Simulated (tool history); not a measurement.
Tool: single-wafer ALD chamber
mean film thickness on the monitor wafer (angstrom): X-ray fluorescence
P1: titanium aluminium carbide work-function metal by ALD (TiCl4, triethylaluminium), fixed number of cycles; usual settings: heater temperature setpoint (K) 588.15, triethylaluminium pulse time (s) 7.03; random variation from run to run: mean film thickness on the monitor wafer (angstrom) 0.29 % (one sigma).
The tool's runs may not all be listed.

run,hour,heater temperature setpoint (K),triethylaluminium pulse time (s),hours since the last thermocouple change,hours since the last triethylaluminium bottle change,mean film thickness on the monitor wafer (angstrom)
1,9.4,588.15,7.03,1292.6,701.8,19.63
2,19.1,568.15,4.94,1302.3,711.5,16.157
3,25.8,604.15,8.85,1309,718.2,21.783
4,33.8,588.15,7.03,1317,726.2,19.56
5,43,588.15,11.62,1326.2,735.4,21.188
6,48.7,588.15,3.42,1331.9,741.1,14.868
7,57,563.15,7.03,1340.2,749.4,17.597
8,66.6,612.15,7.03,1349.8,759,21.478
9,70.9,588.15,7.03,1354.1,763.3,19.607
10,76,588.15,7.03,1359.2,768.4,19.594
# hour 84.1: triethylaluminium bottle replaced
11,84.3,588.15,7.03,1367.5,0.2,19.687
12,92,588.15,7.03,1375.2,7.9,19.533
13,99,588.15,7.03,1382.2,14.9,19.607
14,105.6,588.15,7.03,1388.8,21.5,19.568
15,111.8,588.15,7.03,1395,27.7,19.492
16,118.9,588.15,7.03,1402.1,34.8,19.356
17,127.1,588.15,7.03,1410.3,43,19.329
18,133.2,588.15,7.03,1416.4,49.1,19.199
19,142.8,588.15,7.03,1426,58.7,19.173

Run 20 comes next. What will it give?
20,148.3,588.15,7.03,1431.5,64.2,?

Run 20 gave mean film thickness on the monitor wafer (angstrom) 19.308.
